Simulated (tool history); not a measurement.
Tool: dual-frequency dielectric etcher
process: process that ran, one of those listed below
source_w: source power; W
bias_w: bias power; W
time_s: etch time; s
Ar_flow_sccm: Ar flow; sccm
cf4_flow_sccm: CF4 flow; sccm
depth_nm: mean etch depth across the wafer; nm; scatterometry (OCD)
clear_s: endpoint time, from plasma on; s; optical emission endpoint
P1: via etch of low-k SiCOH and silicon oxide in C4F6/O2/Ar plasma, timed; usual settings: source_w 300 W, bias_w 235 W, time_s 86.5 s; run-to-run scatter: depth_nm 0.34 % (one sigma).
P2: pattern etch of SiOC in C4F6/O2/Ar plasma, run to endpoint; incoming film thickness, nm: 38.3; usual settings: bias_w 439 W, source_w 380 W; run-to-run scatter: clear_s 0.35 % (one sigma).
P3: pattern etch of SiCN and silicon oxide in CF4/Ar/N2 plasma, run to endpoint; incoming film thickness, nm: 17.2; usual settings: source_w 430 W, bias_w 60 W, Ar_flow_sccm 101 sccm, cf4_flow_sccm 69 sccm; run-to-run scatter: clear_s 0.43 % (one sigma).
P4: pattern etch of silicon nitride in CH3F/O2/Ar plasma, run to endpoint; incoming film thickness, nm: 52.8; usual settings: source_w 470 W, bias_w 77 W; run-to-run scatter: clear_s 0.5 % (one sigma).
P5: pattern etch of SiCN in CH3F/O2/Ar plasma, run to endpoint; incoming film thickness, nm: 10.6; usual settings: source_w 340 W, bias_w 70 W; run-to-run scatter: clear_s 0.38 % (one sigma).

| run | hour | process | source_w | bias_w | time_s | Ar_flow_sccm | cf4_flow_sccm | hours since the last wet clean | hours since the last source power generator calibration | hours since the last bias power generator calibration | depth_nm | clear_s |
|---|---|---|---|---|---|---|---|---|---|---|---|---|
| 1 | 8.1 | P1 | 300 | 235 | 86.5 |  |  | 211.2 | 1325.0 | 2486.1 | 232.66 |  |
| 2 | 24.8 | P2 | 380 | 269 |  |  |  | 227.9 | 1341.7 | 2502.8 |  | 16.130 |
| 3 | 37.7 | P1 | 300 | 322 | 86.5 |  |  | 240.8 | 1354.6 | 2515.7 | 258.94 |  |
| 4 | 47.8 | P1 | 300 | 235 | 86.5 |  |  | 250.9 | 1364.7 | 2525.8 | 231.99 |  |
| 5 | 57.2 | P1 | 300 | 235 | 86.5 |  |  | 260.3 | 1374.1 | 2535.2 | 232.84 |  |
| 6 | 68.0 | P5 | 340 | 92 |  |  |  | 271.1 | 1384.9 | 2546.0 |  | 27.251 |
| 7 | 83.0 | P5 | 340 | 70 |  |  |  | 286.1 | 1399.9 | 2561.0 |  | 29.949 |
| 8 | 93.2 | P3 | 600 | 60 |  | 101 | 69 | 296.3 | 1410.1 | 2571.2 |  | 16.717 |
| 9 | 106.1 | P1 | 300 | 142 | 86.5 |  |  | 309.2 | 1423.0 | 2584.1 | 197.41 |  |
| 10 | 118.1 | P5 | 340 | 70 |  |  |  | 321.2 | 1435.0 | 2596.1 |  | 30.068 |
| 11 | 128.7 | P1 | 300 | 235 | 47.5 |  |  | 331.8 | 1445.6 | 2606.7 | 127.96 |  |
| 12 | 142.3 | P1 | 170 | 235 | 86.5 |  |  | 345.4 | 1459.2 | 2620.3 | 188.07 |  |
| 13 | 150.8 | P1 | 300 | 235 | 86.5 |  |  | 353.9 | 1467.7 | 2628.8 | 233.43 |  |
| 14 | 161.6 | P1 | 210 | 235 | 61.0 |  |  | 364.7 | 1478.5 | 2639.6 | 143.82 |  |
| 15 | 176.0 | P4 | 290 | 77 |  |  |  | 379.1 | 1492.9 | 2654.0 |  | 82.308 |
| 16 | 186.5 | P3 | 430 | 73 |  | 101 | 69 | 389.6 | 1503.4 | 2664.5 |  | 21.018 |
| 17 | 198.2 | P4 | 470 | 77 |  |  |  | 401.3 | 1515.1 | 2676.2 |  | 69.287 |
| 18 | 206.7 | P4 | 470 | 77 |  |  |  | 409.8 | 1523.6 | 2684.7 |  | 69.234 |
| 19 | 222.7 | P5 | 210 | 70 |  |  |  | 425.8 | 1539.6 | 2700.7 |  | 36.205 |
| 20 | 231.0 | P1 | 390 | 235 | 86.5 |  |  | 434.1 | 1547.9 | 2709.0 | 257.32 |  |
| 21 | 243.5 | P3 | 430 | 60 |  | 101 | 95 | 446.6 | 1560.4 | 2721.5 |  | 21.381 |
| 22 | 253.6 | P3 | 430 | 60 |  | 128 | 69 | 456.7 | 1570.5 | 2731.6 |  | 23.244 |
| 23 | 264.0 | P2 | 380 | 439 |  |  |  | 467.1 | 1580.9 | 2742.0 |  | 13.521 |
| 24 | 273.8 | P1 | 300 | 235 | 86.5 |  |  | 476.9 | 1590.7 | 2751.8 | 233.31 |  |
| 25 | 281.8 | P2 | 380 | 439 |  |  |  | 484.9 | 1598.7 | 2759.8 |  | 13.560 |
| 26 | 290.7 | P1 | 300 | 235 | 109.5 |  |  | 493.8 | 1607.6 | 2768.7 | 294.29 |  |
| 27 | 301.4 | P3 | 430 | 60 |  | 101 | 69 | 504.5 | 1618.3 | 2779.4 |  | 22.469 |
| 28 | 309.9 | P1 | 300 | 235 | 86.5 |  |  | 513.0 | 1626.8 | 2787.9 | 232.09 |  |
|  | 314.0 | bias power generator calibrated |
| 29 | 325.4 | P4 | 470 | 55 |  |  |  | 528.5 | 1642.3 | 11.4 |  | 77.477 |
| 30 | 339.2 | P2 | 210 | 439 |  |  |  | 542.3 | 1656.1 | 25.2 |  | 16.819 |
| 31 | 355.0 | P1 | 300 | 235 | 86.5 |  |  | 558.1 | 1671.9 | 41.0 | 232.26 |  |
| 32 | 367.6 | P1 | 300 | 235 | 86.5 |  |  | 570.7 | 1684.5 | 53.6 | 232.65 |  |
| 33 | 384.3 | P1 | 300 | 235 | 86.5 |  |  | 587.4 | 1701.2 | 70.3 | 230.76 |  |
| 34 | 400.9 | P1 | 300 | 235 | 86.5 |  |  | 604.0 | 1717.8 | 86.9 | 228.69 |  |
|  | 405.0 | wet clean of the chamber |
| 35 | 417.1 | P1 | 300 | 235 | 86.5 |  |  | 12.2 | 1734.0 | 103.1 | 228.62 |  |
| 36 | 431.8 | P1 | 300 | 235 | 86.5 |  |  | 26.9 | 1748.7 | 117.8 | 228.52 |  |

Run 37 comes next. What will it give?
| 37 | 445.1 | P1 | 300 | 235 | 86.5 |  |  | 40.2 | 1762.0 | 131.1 | ? |  |

Run 37 gave depth_nm 228.96 nm.
